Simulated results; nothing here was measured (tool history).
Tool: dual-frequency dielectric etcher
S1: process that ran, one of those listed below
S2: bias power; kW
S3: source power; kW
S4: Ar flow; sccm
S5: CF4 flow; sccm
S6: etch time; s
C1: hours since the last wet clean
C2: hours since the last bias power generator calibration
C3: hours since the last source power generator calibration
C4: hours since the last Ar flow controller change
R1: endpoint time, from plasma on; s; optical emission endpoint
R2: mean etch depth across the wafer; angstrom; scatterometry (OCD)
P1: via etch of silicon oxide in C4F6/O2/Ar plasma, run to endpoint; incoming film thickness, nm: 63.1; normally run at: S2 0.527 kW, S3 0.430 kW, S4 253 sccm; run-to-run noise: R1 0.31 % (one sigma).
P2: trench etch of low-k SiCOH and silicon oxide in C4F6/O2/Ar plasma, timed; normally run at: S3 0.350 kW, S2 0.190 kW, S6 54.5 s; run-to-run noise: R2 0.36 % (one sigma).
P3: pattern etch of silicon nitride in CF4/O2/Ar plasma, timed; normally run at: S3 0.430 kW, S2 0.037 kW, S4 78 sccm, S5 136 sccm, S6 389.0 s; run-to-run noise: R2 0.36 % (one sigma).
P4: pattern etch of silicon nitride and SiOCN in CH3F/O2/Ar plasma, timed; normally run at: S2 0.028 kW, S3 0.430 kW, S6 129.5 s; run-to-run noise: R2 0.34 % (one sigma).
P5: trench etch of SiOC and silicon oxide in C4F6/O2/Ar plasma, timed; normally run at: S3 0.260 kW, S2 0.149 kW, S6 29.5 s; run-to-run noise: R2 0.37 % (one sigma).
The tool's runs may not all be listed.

run   hour  S1     S2     S3   S4   S5     S6     C1     C2      C3      C4      R1       R2
  1    4.8  P1  0.527  0.430  253              173.4  779.5  1112.0  2193.8  12.983
  2    8.4  P1  0.527  0.430  253              177.0  783.1  1115.6  2197.4  12.986
  3   12.6  P3  0.037  0.430   78  136  389.0  181.2  787.3  1119.8  2201.6          6041.90
  4   15.1  P2  0.190  0.350             72.5  183.7  789.8  1122.3  2204.1          2272.30
  5   18.4  P5  0.149  0.260             20.0  187.0  793.1  1125.6  2207.4           318.84
  6   20.6  P5  0.149  0.260             29.5  189.2  795.3  1127.8  2209.6           465.27
      23.2  -- Ar flow controller replaced
  7   24.4  P3  0.037  0.430   57  136  389.0  193.0  799.1  1131.6     1.3          6271.50
  8   28.8  P5  0.149  0.200             29.5  197.4  803.5  1136.0     5.7           419.59
  9   31.9  P5  0.149  0.260             29.5  200.5  806.6  1139.1     8.8           466.45
 10   35.4  P1  0.527  0.430  153              204.0  810.1  1142.6    12.3  12.280
 11   38.4  P3  0.028  0.430   78  136  389.0  207.0  813.1  1145.6    15.3          5520.30
 12   42.9  P1  0.527  0.510  253              211.5  817.6  1150.1    19.8  12.186
 13   45.4  P1  0.684  0.430  253              214.0  820.1  1152.6    22.3  11.815
 14   47.5  P2  0.190  0.210             54.5  216.1  822.2  1154.7    24.4          1406.50
 15   50.0  P1  0.527  0.430  253              218.6  824.7  1157.2    26.9  13.015
 16   52.7  P1  0.527  0.360  171              221.3  827.4  1159.9    29.6  13.314
 17   56.3  P4  0.028  0.430            129.5  224.9  831.0  1163.5    33.2           193.20
 18   59.8  P1  0.527  0.430  312              228.4  834.5  1167.0    36.7  13.318
 19   63.9  P1  0.723  0.430  179              232.5  838.6  1171.1    40.8  11.046
 20   67.7  P4  0.038  0.430            129.5  236.3  842.4  1174.9    44.6           223.03
 21   70.1  P2  0.258  0.350             54.5  238.7  844.8  1177.3    47.0          1892.10
 22   73.2  P1  0.527  0.430  253              241.8  847.9  1180.4    50.1  12.970
 23   77.7  P1  0.331  0.430  253              246.3  852.4  1184.9    54.6  15.340
 24   80.7  P3  0.037  0.430   78  136  560.5  249.3  855.4  1187.9    57.6          8760.10
 25   84.4  P4  0.028  0.430            181.5  253.0  859.1  1191.6    61.3           270.79
 26   88.7  P3  0.037  0.430   78  182  389.0  257.3  863.4  1195.9    65.6          6245.20
 27   93.1  P1  0.661  0.330  253              261.7  867.8  1200.3    70.0  13.154
 28   95.6  P5  0.095  0.260             29.5  264.2  870.3  1202.8    72.5           405.49
 29   97.9  P2  0.190  0.350             54.5  266.5  872.6  1205.1    74.8          1703.40
 30  101.9  P3  0.037  0.560   78  136  389.0  270.5  876.6  1209.1    78.8          7623.60
 31  104.2  P3  0.037  0.430   78  136  389.0  272.8  878.9  1211.4    81.1          6055.80
 32  108.6  P1  0.527  0.430  253              277.2  883.3  1215.8    85.5  12.965
 33  112.3  P4  0.028  0.330            129.5  280.9  887.0  1219.5    89.2           177.85
 34  114.7  P1  0.527  0.260  253              283.3  889.4  1221.9    91.6  15.721
 35  118.5  P1  0.527  0.430  253              287.1  893.2  1225.7    95.4  12.970
 36  121.6  P1  0.527  0.430  253              290.2  896.3  1228.8    98.5  13.120
 37  125.1  P1  0.527  0.430  253              293.7  899.8  1232.3   102.0  13.116
 38  127.7  P1  0.527  0.430  253              296.3  902.4  1234.9   104.6  13.189
     131.6  -- wet clean of the chamber
     131.9  -- Ar flow controller replaced
 39  132.4  P1  0.527  0.430  253                0.8  907.1  1239.6     0.5  13.189
 40  135.4  P1  0.527  0.430  253                3.8  910.1  1242.6     3.5  13.208
 41  138.1  P1  0.527  0.430  253                6.5  912.8  1245.3     6.2  13.201

Compared with where it was, what P1 gives has crept away. Each cause listed below fits the log as well as the rest, at the size given for it:
A: bias power that arrives under what is set, % = 4.01
B: source power that arrives under what is set, % = 4.07
The process output started creeping at around hour 118.5.
Ruled out, with reasons:
chamber walls in a state that lowers the etch rate, %: its service at hour 131.6 followed the start of the drift and did not put the process back to its old value
Ar flow that arrives over what is set, %: its service at hour 131.9 followed the start of the drift and did not put the process back to its old value

Below are 4 check runs, each averaged over 2 wafers, with their results shown as question marks. Which of them would give clearly different results depending on which cause is behind the drift?
check 1  140.8  P3  0.037  0.430  78  136  389.0                       ?
check 2  140.8  P2  0.190  0.350            54.5                       ?
check 3  140.8  P5  0.149  0.260            29.5                       ?
check 4  140.8  P4  0.028  0.430           129.5                       ?

Outcome of each check run for each possible cause:
  check  result     if A     if B
check 1      R2  5986.80  5848.90
check 2      R2  1688.50  1683.50
check 3      R2   459.95   458.39
check 4      R2   189.49   190.39
Per-check spread between the two closest causes, in the result where they differ most: check 1 2.33 %; check 2 0.29 %; check 3 0.34 %; check 4 0.47 %
The causes can be told apart only by check 1. The other checks would give nearly the same results under each of them.

Check 1 has now been run. It gave: R2 5861.90 angstrom. Which of the candidate causes is it?

The correct cause is B, namely: source power that arrives under what is set, %.

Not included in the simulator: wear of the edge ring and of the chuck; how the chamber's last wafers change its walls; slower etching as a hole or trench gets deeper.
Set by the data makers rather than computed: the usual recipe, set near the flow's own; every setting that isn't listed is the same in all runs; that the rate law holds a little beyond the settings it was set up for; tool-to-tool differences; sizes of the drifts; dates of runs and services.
